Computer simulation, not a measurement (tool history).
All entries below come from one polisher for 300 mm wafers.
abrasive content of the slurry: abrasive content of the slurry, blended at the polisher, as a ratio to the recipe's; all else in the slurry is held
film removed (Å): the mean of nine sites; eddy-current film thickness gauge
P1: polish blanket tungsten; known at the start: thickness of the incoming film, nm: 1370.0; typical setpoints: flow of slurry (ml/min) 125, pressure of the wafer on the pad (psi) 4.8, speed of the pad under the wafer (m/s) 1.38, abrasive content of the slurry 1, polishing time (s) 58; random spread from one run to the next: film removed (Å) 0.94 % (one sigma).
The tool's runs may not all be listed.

run	hour	flow of slurry (ml/min)	pressure of the wafer on the pad (psi)	speed of the pad under the wafer (m/s)	abrasive content of the slurry	polishing time (s)	wafers polished on this pad	hours since the slurry nozzle was cleaned	hours since the head pressure was calibrated	hours since the slurry blender was calibrated	hours since the slurry got fresh peroxide	film removed (Å)
1	10.3	125	4.8	1.38	1	58	460	296	169	261.7	98.8	5761.6
2	29.3	125	4.8	1.38	1	58	583	315	188	280.7	117.8	5709.2
3	38.2	185	4.8	1.38	1	58	641	323.9	196.9	289.6	126.7	6067.2
4	55.9	75	6.9	1.38	1	58	756	341.6	214.6	307.3	144.4	7240.2
5	66.5	125	4.8	0.78	1	58	824	352.2	225.2	317.9	155	3249.7
6	79.7	125	4.8	1.38	1.4	58	910	365.4	238.4	331.1	168.2	6231.7
7	88.8	125	4.8	1.38	1	58	969	374.5	247.5	340.2	177.3	5723.2
8	107.2	125	4.8	1.38	0.7	58	1088	392.9	265.9	358.6	195.7	5286.5
9	123.5	80	4.8	1.38	1	58	1194	409.2	282.2	374.9	212	5105.7
10	137.4	125	4.8	1.38	1	84	1284	423.1	296.1	388.8	225.9	8361.8
11	152	125	4.8	1.38	1	58	1379	437.7	310.7	403.4	240.5	5744.5
# hour 158.5: worn pad replaced by a new one
12	169	125	3.2	1.38	1	58	68	454.7	327.7	420.4	257.5	3783.1
13	182.9	125	4.8	2.08	1	58	158	468.6	341.6	434.3	271.4	8562.5
14	192	160	4.8	2.04	1	58	217	477.7	350.7	443.4	280.5	8729.5
15	206.5	125	6.2	1.38	1	58	311	492.2	365.2	457.9	295	7476.8
# hour 209: slurry nozzle cleaned
16	219.9	125	4.8	1.38	1	29	398	10.9	378.6	471.3	308.4	2855
17	231.1	125	4.8	1.38	1	58	471	22.1	389.8	482.5	319.6	5666.6
18	241.4	125	4.8	1.38	1	58	538	32.4	400.1	492.8	329.9	5719
19	258.8	125	4.8	1.38	1	58	651	49.8	417.5	510.2	347.3	5405.1
20	267.4	125	4.8	1.38	1	58	707	58.4	426.1	518.8	355.9	5382.5
# hour 273.7: slurry blender recalibrated
# hour 284.4: slurry tank refilled with fresh slurry and peroxide
21	286.3	125	4.8	1.38	1	58	829	77.3	445	12.7	2	5210.5
# hour 292.6: worn pad replaced by a new one
22	294.7	125	4.8	1.38	1	58	13	85.7	453.4	21.1	10.4	5228.9
23	303.5	125	4.8	1.38	1	58	70	94.5	462.2	29.9	19.2	5256.6

For run 24, what comes out?
24	315.9	125	4.8	1.38	1	58	151	106.9	474.6	42.3	31.6	?

Run 24 came out at film removed (Å) 5080.7.
